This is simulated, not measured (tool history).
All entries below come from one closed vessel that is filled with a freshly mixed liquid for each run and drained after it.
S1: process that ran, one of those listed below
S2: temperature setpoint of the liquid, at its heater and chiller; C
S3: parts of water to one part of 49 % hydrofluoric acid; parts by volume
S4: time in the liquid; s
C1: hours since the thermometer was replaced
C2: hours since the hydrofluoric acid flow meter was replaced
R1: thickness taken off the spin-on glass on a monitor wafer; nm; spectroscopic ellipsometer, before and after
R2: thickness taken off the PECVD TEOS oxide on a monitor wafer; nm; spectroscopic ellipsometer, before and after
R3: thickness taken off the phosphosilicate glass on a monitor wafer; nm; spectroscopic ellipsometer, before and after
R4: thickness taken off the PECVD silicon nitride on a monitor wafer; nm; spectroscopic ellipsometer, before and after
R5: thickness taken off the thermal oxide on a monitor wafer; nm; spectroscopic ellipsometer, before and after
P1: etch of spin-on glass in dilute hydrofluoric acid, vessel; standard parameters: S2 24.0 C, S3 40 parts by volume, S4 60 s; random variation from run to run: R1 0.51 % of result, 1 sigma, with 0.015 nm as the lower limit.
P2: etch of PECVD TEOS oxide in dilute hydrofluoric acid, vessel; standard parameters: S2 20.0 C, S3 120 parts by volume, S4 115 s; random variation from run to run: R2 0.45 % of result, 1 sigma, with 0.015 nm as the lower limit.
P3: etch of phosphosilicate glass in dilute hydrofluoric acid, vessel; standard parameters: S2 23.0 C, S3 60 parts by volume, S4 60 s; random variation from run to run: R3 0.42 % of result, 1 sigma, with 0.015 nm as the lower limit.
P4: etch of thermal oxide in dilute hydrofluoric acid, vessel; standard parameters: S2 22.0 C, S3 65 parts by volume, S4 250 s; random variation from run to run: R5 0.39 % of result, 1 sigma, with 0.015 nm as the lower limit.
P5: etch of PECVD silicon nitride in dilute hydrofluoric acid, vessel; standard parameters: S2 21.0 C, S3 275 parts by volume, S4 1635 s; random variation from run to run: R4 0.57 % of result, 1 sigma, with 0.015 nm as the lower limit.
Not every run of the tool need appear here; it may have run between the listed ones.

run 1 hour=4.2 | S1=P1 S2=24.0 S3=40 S4=60 | C1=479.1 C2=1335.7 | R1=55.363
run 2 hour=7.6 | S1=P1 S2=24.0 S3=40 S4=30 | C1=482.5 C2=1339.1 | R1=27.543
run 3 hour=10.2 | S1=P2 S2=20.0 S3=120 S4=115 | C1=485.1 C2=1341.7 | R2=6.8086
run 4 hour=13.8 | S1=P3 S2=17.0 S3=60 S4=60 | C1=488.7 C2=1345.3 | R3=80.648
run 5 hour=15.9 | S1=P5 S2=21.0 S3=275 S4=3140 | C1=490.8 C2=1347.4 | R4=18.6730
run 6 hour=19.0 | S1=P1 S2=24.0 S3=40 S4=90 | C1=493.9 C2=1350.5 | R1=82.274
run 7 hour=22.1 | S1=P2 S2=17.0 S3=120 S4=115 | C1=497.0 C2=1353.6 | R2=6.0290
run 8 hour=25.8 | S1=P1 S2=24.0 S3=40 S4=60 | C1=500.7 C2=1357.3 | R1=54.923
run 9 hour=28.2 | S1=P1 S2=18.5 S3=55 S4=60 | C1=503.1 C2=1359.7 | R1=31.183
run 10 hour=30.3 | S1=P4 S2=17.0 S3=65 S4=250 | C1=505.2 C2=1361.8 | R5=14.075
run 11 hour=34.2 | S1=P3 S2=23.0 S3=100 S4=60 | C1=509.1 C2=1365.7 | R3=59.080
run 12 hour=37.0 | S1=P5 S2=17.0 S3=275 S4=1635 | C1=511.9 C2=1368.5 | R4=7.5526
run 13 hour=40.3 | S1=P4 S2=22.0 S3=90 S4=250 | C1=515.2 C2=1371.8 | R5=12.177
run 14 hour=43.9 | S1=P1 S2=24.0 S3=70 S4=60 | C1=518.8 C2=1375.4 | R1=30.259
run 15 hour=45.9 | S1=P1 S2=19.0 S3=40 S4=60 | C1=520.8 C2=1377.4 | R1=44.806
run 16 hour=48.5 | S1=P3 S2=23.0 S3=60 S4=115 | C1=523.4 C2=1380.0 | R3=197.920
run 17 hour=52.3 | S1=P1 S2=24.0 S3=40 S4=60 | C1=527.2 C2=1383.8 | R1=54.557
run 18 hour=54.6 | S1=P1 S2=24.0 S3=20 S4=60 | C1=529.5 C2=1386.1 | R1=112.860
run 19 hour=57.8 | S1=P1 S2=29.0 S3=40 S4=60 | C1=532.7 C2=1389.3 | R1=67.008
run 20 hour=60.0 | S1=P3 S2=23.0 S3=60 S4=60 | C1=534.9 C2=1391.5 | R3=103.770

Predict the results of run 21:
run 21 hour=62.3 | S1=P4 S2=22.0 S3=65 S4=250 | C1=537.2 C2=1393.8 | R5=?

R5: 17.250 nm

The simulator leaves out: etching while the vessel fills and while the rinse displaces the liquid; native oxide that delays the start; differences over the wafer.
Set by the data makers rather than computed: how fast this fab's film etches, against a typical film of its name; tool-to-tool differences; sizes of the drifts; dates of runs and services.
